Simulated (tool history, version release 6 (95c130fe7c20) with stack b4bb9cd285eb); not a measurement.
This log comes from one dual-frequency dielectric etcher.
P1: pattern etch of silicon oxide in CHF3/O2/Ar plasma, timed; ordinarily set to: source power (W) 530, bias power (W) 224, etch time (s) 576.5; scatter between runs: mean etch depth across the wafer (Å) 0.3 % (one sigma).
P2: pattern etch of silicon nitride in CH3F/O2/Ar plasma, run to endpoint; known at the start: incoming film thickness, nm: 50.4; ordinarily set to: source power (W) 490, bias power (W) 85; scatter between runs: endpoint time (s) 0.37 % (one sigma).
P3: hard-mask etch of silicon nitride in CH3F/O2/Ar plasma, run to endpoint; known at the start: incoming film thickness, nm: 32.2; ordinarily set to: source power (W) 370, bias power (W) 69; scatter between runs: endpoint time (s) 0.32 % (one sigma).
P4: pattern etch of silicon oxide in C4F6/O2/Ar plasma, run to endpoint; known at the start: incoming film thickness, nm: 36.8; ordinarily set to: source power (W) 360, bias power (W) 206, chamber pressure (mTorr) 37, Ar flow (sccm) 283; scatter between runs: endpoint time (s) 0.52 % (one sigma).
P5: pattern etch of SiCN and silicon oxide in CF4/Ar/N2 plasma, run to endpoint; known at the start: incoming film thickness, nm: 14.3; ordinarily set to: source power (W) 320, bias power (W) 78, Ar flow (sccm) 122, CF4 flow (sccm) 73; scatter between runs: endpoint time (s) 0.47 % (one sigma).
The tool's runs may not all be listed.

run	hour	process that ran	source power (W)	bias power (W)	etch time (s)	chamber pressure (mTorr)	Ar flow (sccm)	CF4 flow (sccm)	hours since the last wet clean	hours since the last source power generator calibration	hours since the last bias power generator calibration	mean etch depth across the wafer (Å)	endpoint time (s)
1	8.6	P1	530	224	576.5				81.2	2063.9	1383.0	11682.0	
2	21.2	P4	510	206		37	283		93.8	2076.5	1395.6		10.174
3	30.2	P2	490	64					102.8	2085.5	1404.6		71.974
4	37.6	P4	360	206		37	283		110.2	2092.9	1412.0		11.597
5	45.2	P1	530	265	576.5				117.8	2100.5	1419.6	12419.0	
6	54.4	P1	530	224	576.5				127.0	2109.7	1428.8	11735.0	
7	66.6	P1	530	224	576.5				139.2	2121.9	1441.0	11680.0	
8	80.0	P1	530	224	576.5				152.6	2135.3	1454.4	11561.0	
9	94.6	P4	360	125		37	283		167.2	2149.9	1469.0		13.404
10	105.8	P1	330	224	576.5				178.4	2161.1	1480.2	9778.6	
11	116.3	P1	530	224	576.5				188.9	2171.6	1490.7	11585.0	
12	126.6	P5	320	78			122	73	199.2	2181.9	1501.0		22.035
13	140.3	P3	370	69					212.9	2195.6	1514.7		49.725
14	150.9	P5	320	78			122	73	223.5	2206.2	1525.3		21.942
15	159.0	P3	240	69					231.6	2214.3	1533.4		58.157
16	172.0	P5	320	78			122	102	244.6	2227.3	1546.4		20.903
17	185.5	P5	320	100			122	73	258.1	2240.8	1559.9		19.938
18	194.1	P1	530	224	576.5				266.7	2249.4	1568.5	11684.0	
19	207.9	P2	490	85					280.5	2263.2	1582.3		65.208
20	217.0	P1	530	224	420.5				289.6	2272.3	1591.4	8536.0	
21	225.7	P3	370	69					298.3	2281.0	1600.1		49.341
22	241.2	P5	420	78			122	73	313.8	2296.5	1615.6		17.150
23	254.1	P1	680	224	431.0				326.7	2309.4	1628.5	9587.3	
24	268.3	P4	360	206		50	283		340.9	2323.6	1642.7		12.087
25	277.1	P4	360	206		37	169		349.7	2332.4	1651.5		10.891
26	288.7	P1	530	224	772.0				361.3	2344.0	1663.1	15543.0	
27	296.0	P2	670	85					368.6	2351.3	1670.4		57.943
28	307.1	P3	370	94					379.7	2362.4	1681.5		44.495
29	319.0	P1	640	284	576.5				391.6	2374.3	1693.4	13601.0	
30	327.0	P1	710	224	576.5				399.6	2382.3	1701.4	12963.0	
31	338.3	P5	320	78			152	73	410.9	2393.6	1712.7		22.491
32	348.4	P1	530	137	576.5				421.0	2403.7	1722.8	9852.2	
33	357.8	P1	530	224	576.5				430.4	2413.1	1732.2	11671.0	
34	373.3	P1	530	224	576.5				445.9	2428.6	1747.7	11801.0	
35	382.1	P1	530	224	576.5				454.7	2437.4	1756.5	11723.0	
36	390.6	P1	530	224	576.5				463.2	2445.9	1765.0	11803.0	
# hour 394.2: wet clean of the chamber
37	400.8	P1	530	224	576.5				6.6	2456.1	1775.2	11744.0	
38	413.1	P1	530	224	576.5				18.9	2468.4	1787.5	11866.0	
39	428.6	P1	530	224	576.5				34.4	2483.9	1803.0	11876.0	
40	435.5	P1	530	224	576.5				41.3	2490.8	1809.9	11820.0	
41	444.0	P1	530	224	576.5				49.8	2499.3	1818.4	11839.0	

The log shows P1 creeping away from where it was. Any of the 2 causes listed here, at the size stated for it, fits the log just as well as the others:
A: bias power that arrives over what is set, % = 4.32
B: source power that arrives over what is set, % = 4.06
The process output started creeping at around hour 357.8.
The rest of the possible causes, and what rules out each one:
chamber walls in a state that raises the etch rate, %: was serviced at hour 394.2, once the creep was under way, yet the earlier output never came back

You are offered 4 check runs, listed below with question marks in place of their results; each one averages 3 wafers. Which run separates the listed causes by giving clearly different results for each?
check 1	452.5	P4	490	206		37	283						?
check 2	452.5	P2	660	64									?
check 3	452.5	P5	320	78			122	101					?
check 4	452.5	P3	270	69									?

What every check run would give for each of its results, assuming each possible cause in turn:
check	result	if A	if B
check 1	endpoint time (s)	10.139	10.121
check 2	endpoint time (s)	63.103	62.987
check 3	endpoint time (s)	20.526	20.111
check 4	endpoint time (s)	55.049	55.041
Per check, the gap between the least separated pair of causes, taken in the result that splits them most: check 1 0.18 %; check 2 0.19 %; check 3 2.05 %; check 4 0.01 %
Check 3 distinguishes between the causes, while the remaining checks would return nearly the same result for all of them.

Running check 3 produced the following: endpoint time (s) 20.036. Which one of the listed causes fits?

It was cause B: source power that arrives over what is set, %.

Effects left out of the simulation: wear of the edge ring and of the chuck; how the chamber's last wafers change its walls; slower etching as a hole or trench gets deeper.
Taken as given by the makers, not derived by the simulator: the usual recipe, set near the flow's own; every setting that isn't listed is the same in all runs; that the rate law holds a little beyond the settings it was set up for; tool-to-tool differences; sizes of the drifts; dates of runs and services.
